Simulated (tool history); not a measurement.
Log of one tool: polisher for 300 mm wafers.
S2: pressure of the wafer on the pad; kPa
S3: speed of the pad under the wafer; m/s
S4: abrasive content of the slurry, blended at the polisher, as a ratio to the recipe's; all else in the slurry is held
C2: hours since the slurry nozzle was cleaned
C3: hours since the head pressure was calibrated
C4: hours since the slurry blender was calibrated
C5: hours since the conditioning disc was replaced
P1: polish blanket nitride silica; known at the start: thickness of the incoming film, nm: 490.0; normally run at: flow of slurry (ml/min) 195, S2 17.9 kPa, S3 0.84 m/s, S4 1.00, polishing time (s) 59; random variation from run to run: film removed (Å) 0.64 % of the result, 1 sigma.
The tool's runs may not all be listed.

{"run": 1, "hour": 6.8, "flow of slurry (ml/min)": 195, "S2": 17.9, "S3": 0.84, "S4": 1.0, "polishing time (s)": 59, "wafers polished on this pad": 286, "C2": 339.1, "C3": 693.8, "C4": 109.1, "C5": 40.5, "film removed (Å)": 285.33}
{"run": 2, "hour": 12.1, "flow of slurry (ml/min)": 195, "S2": 24.8, "S3": 0.84, "S4": 1.0, "polishing time (s)": 59, "wafers polished on this pad": 342, "C2": 344.4, "C3": 699.1, "C4": 114.4, "C5": 45.8, "film removed (Å)": 405.73}
{"run": 3, "hour": 19.9, "flow of slurry (ml/min)": 195, "S2": 17.9, "S3": 0.5, "S4": 1.0, "polishing time (s)": 82, "wafers polished on this pad": 424, "C2": 352.2, "C3": 706.9, "C4": 122.2, "C5": 53.6, "film removed (Å)": 267.88}
{"run": 4, "hour": 26.2, "flow of slurry (ml/min)": 195, "S2": 17.9, "S3": 0.84, "S4": 1.0, "polishing time (s)": 59, "wafers polished on this pad": 490, "C2": 358.5, "C3": 713.2, "C4": 128.5, "C5": 59.9, "film removed (Å)": 290.78}
{"hour": 26.6, "done": "slurry blender recalibrated"}
{"run": 5, "hour": 30.6, "flow of slurry (ml/min)": 195, "S2": 17.9, "S3": 0.84, "S4": 1.45, "polishing time (s)": 59, "wafers polished on this pad": 537, "C2": 362.9, "C3": 717.6, "C4": 4.0, "C5": 64.3, "film removed (Å)": 337.08}
{"run": 6, "hour": 35.2, "flow of slurry (ml/min)": 195, "S2": 17.9, "S3": 0.84, "S4": 0.65, "polishing time (s)": 59, "wafers polished on this pad": 585, "C2": 367.5, "C3": 722.2, "C4": 8.6, "C5": 68.9, "film removed (Å)": 233.58}
{"run": 7, "hour": 41.1, "flow of slurry (ml/min)": 195, "S2": 17.9, "S3": 0.84, "S4": 1.0, "polishing time (s)": 59, "wafers polished on this pad": 647, "C2": 373.4, "C3": 728.1, "C4": 14.5, "C5": 74.8, "film removed (Å)": 291.26}
{"run": 8, "hour": 47.3, "flow of slurry (ml/min)": 195, "S2": 17.9, "S3": 0.84, "S4": 1.0, "polishing time (s)": 39, "wafers polished on this pad": 712, "C2": 379.6, "C3": 734.3, "C4": 20.7, "C5": 81.0, "film removed (Å)": 192.51}
{"run": 9, "hour": 51.6, "flow of slurry (ml/min)": 290, "S2": 17.9, "S3": 0.84, "S4": 1.0, "polishing time (s)": 59, "wafers polished on this pad": 757, "C2": 383.9, "C3": 738.6, "C4": 25.0, "C5": 85.3, "film removed (Å)": 303.04}
{"run": 10, "hour": 58.5, "flow of slurry (ml/min)": 195, "S2": 17.9, "S3": 0.38, "S4": 1.0, "polishing time (s)": 59, "wafers polished on this pad": 830, "C2": 390.8, "C3": 745.5, "C4": 31.9, "C5": 92.2, "film removed (Å)": 152.3}
{"run": 11, "hour": 62.6, "flow of slurry (ml/min)": 195, "S2": 17.9, "S3": 1.34, "S4": 1.0, "polishing time (s)": 59, "wafers polished on this pad": 873, "C2": 394.9, "C3": 749.6, "C4": 36.0, "C5": 96.3, "film removed (Å)": 423.64}
{"run": 12, "hour": 68.6, "flow of slurry (ml/min)": 195, "S2": 12.4, "S3": 0.84, "S4": 1.0, "polishing time (s)": 59, "wafers polished on this pad": 936, "C2": 400.9, "C3": 755.6, "C4": 42.0, "C5": 102.3, "film removed (Å)": 198.85}
{"run": 13, "hour": 72.5, "flow of slurry (ml/min)": 140, "S2": 17.9, "S3": 0.84, "S4": 1.0, "polishing time (s)": 59, "wafers polished on this pad": 977, "C2": 404.8, "C3": 759.5, "C4": 45.9, "C5": 106.2, "film removed (Å)": 276.19}
{"run": 14, "hour": 78.5, "flow of slurry (ml/min)": 195, "S2": 17.9, "S3": 0.84, "S4": 1.0, "polishing time (s)": 92, "wafers polished on this pad": 1040, "C2": 410.8, "C3": 765.5, "C4": 51.9, "C5": 112.2, "film removed (Å)": 452.32}
{"run": 15, "hour": 83.8, "flow of slurry (ml/min)": 195, "S2": 17.9, "S3": 1.18, "S4": 1.0, "polishing time (s)": 31, "wafers polished on this pad": 1096, "C2": 416.1, "C3": 770.8, "C4": 57.2, "C5": 117.5, "film removed (Å)": 196.62}
{"run": 16, "hour": 88.9, "flow of slurry (ml/min)": 195, "S2": 17.9, "S3": 0.84, "S4": 1.0, "polishing time (s)": 59, "wafers polished on this pad": 1150, "C2": 421.2, "C3": 775.9, "C4": 62.3, "C5": 122.6, "film removed (Å)": 290.2}
{"run": 17, "hour": 93.6, "flow of slurry (ml/min)": 195, "S2": 17.9, "S3": 0.84, "S4": 1.0, "polishing time (s)": 59, "wafers polished on this pad": 1199, "C2": 425.9, "C3": 780.6, "C4": 67.0, "C5": 127.3, "film removed (Å)": 291.31}
{"run": 18, "hour": 101.6, "flow of slurry (ml/min)": 195, "S2": 17.9, "S3": 0.84, "S4": 1.0, "polishing time (s)": 59, "wafers polished on this pad": 1283, "C2": 433.9, "C3": 788.6, "C4": 75.0, "C5": 135.3, "film removed (Å)": 291.2}
{"run": 19, "hour": 108.5, "flow of slurry (ml/min)": 195, "S2": 17.9, "S3": 0.84, "S4": 1.0, "polishing time (s)": 59, "wafers polished on this pad": 1356, "C2": 440.8, "C3": 795.5, "C4": 81.9, "C5": 142.2, "film removed (Å)": 275.62}
{"run": 20, "hour": 113.3, "flow of slurry (ml/min)": 195, "S2": 17.9, "S3": 0.84, "S4": 1.0, "polishing time (s)": 59, "wafers polished on this pad": 1406, "C2": 445.6, "C3": 800.3, "C4": 86.7, "C5": 147.0, "film removed (Å)": 271.09}
{"run": 21, "hour": 120.6, "flow of slurry (ml/min)": 195, "S2": 17.9, "S3": 0.84, "S4": 1.0, "polishing time (s)": 59, "wafers polished on this pad": 1483, "C2": 452.9, "C3": 807.6, "C4": 94.0, "C5": 154.3, "film removed (Å)": 264.03}
{"run": 22, "hour": 124.2, "flow of slurry (ml/min)": 195, "S2": 17.9, "S3": 0.84, "S4": 1.0, "polishing time (s)": 59, "wafers polished on this pad": 1521, "C2": 456.5, "C3": 811.2, "C4": 97.6, "C5": 157.9, "film removed (Å)": 259.32}
{"hour": 128.1, "done": "conditioning disc replaced and pad reconditioned"}
{"run": 23, "hour": 131.2, "flow of slurry (ml/min)": 195, "S2": 17.9, "S3": 0.84, "S4": 1.0, "polishing time (s)": 59, "wafers polished on this pad": 1595, "C2": 463.5, "C3": 818.2, "C4": 104.6, "C5": 3.1, "film removed (Å)": 258.8}
{"run": 24, "hour": 136.9, "flow of slurry (ml/min)": 195, "S2": 17.9, "S3": 0.84, "S4": 1.0, "polishing time (s)": 59, "wafers polished on this pad": 1654, "C2": 469.2, "C3": 823.9, "C4": 110.3, "C5": 8.8, "film removed (Å)": 257.59}
{"hour": 139.3, "done": "slurry nozzle cleaned"}
{"hour": 141.3, "done": "head pressure recalibrated"}
{"run": 25, "hour": 142.1, "flow of slurry (ml/min)": 195, "S2": 17.9, "S3": 0.84, "S4": 1.0, "polishing time (s)": 59, "wafers polished on this pad": 1709, "C2": 2.9, "C3": 0.8, "C4": 115.5, "C5": 14.0, "film removed (Å)": 255.35}
{"run": 26, "hour": 147.4, "flow of slurry (ml/min)": 195, "S2": 17.9, "S3": 0.84, "S4": 1.0, "polishing time (s)": 59, "wafers polished on this pad": 1765, "C2": 8.2, "C3": 6.1, "C4": 120.8, "C5": 19.3, "film removed (Å)": 254.23}
{"run": 27, "hour": 154.5, "flow of slurry (ml/min)": 195, "S2": 17.9, "S3": 0.84, "S4": 1.0, "polishing time (s)": 59, "wafers polished on this pad": 1840, "C2": 15.3, "C3": 13.2, "C4": 127.9, "C5": 26.4, "film removed (Å)": 253.64}
{"run": 28, "hour": 160.0, "flow of slurry (ml/min)": 195, "S2": 17.9, "S3": 0.84, "S4": 1.0, "polishing time (s)": 59, "wafers polished on this pad": 1897, "C2": 20.8, "C3": 18.7, "C4": 133.4, "C5": 31.9, "film removed (Å)": 254.41}

What P1 gives has crept away from where it was. These 2 causes fit the log equally well, each at the size given:
A: abrasive missing from the slurry, % = 23.1
B: removal rate lost through wear of the pad, % = 12
The creep began at about hour 101.6.
Why every other cause is out:
slurry flow missing at the pad, %: serviced at hour 139.3, which brought nothing back
head's pressure below its setpoint, %: serviced at hour 141.3, which brought nothing back
time polished since the conditioner stopped cutting, s: serviced at hour 128.1, which brought nothing back

4 check runs are offered, each on 3 wafers whose results are averaged, their results left as question marks. Which one tells the causes apart?
{"run": "check 1", "hour": 165.5, "flow of slurry (ml/min)": 195, "S2": 17.9, "S3": 0.84, "S4": 1.0, "polishing time (s)": 73, "film removed (Å)": "?"}
{"run": "check 2", "hour": 165.5, "flow of slurry (ml/min)": 195, "S2": 17.9, "S3": 0.38, "S4": 1.0, "polishing time (s)": 42, "film removed (Å)": "?"}
{"run": "check 3", "hour": 165.5, "flow of slurry (ml/min)": 195, "S2": 17.9, "S3": 0.38, "S4": 1.0, "polishing time (s)": 44, "film removed (Å)": "?"}
{"run": "check 4", "hour": 165.5, "flow of slurry (ml/min)": 195, "S2": 17.9, "S3": 0.66, "S4": 0.65, "polishing time (s)": 59, "film removed (Å)": "?"}

What each check would give under each cause:
check=check_1 result=film_removed_(Å) if_A=315.090 if_B=315.140
check=check_2 result=film_removed_(Å) if_A=96.110 if_B=96.125
check=check_3 result=film_removed_(Å) if_A=100.690 if_B=100.700
check=check_4 result=film_removed_(Å) if_A=164.040 if_B=168.720
How far apart the two closest causes lie, in the result that separates them most: check 1 0.02 %; check 2 0.02 %; check 3 0.02 %; check 4 2.81 %
Check 4 tells the causes apart: in the others they would give nearly the same result.

Check 4 was then run and gave: film removed (Å) 168.790. Which cause is it?

It is B: removal rate lost through wear of the pad, %.
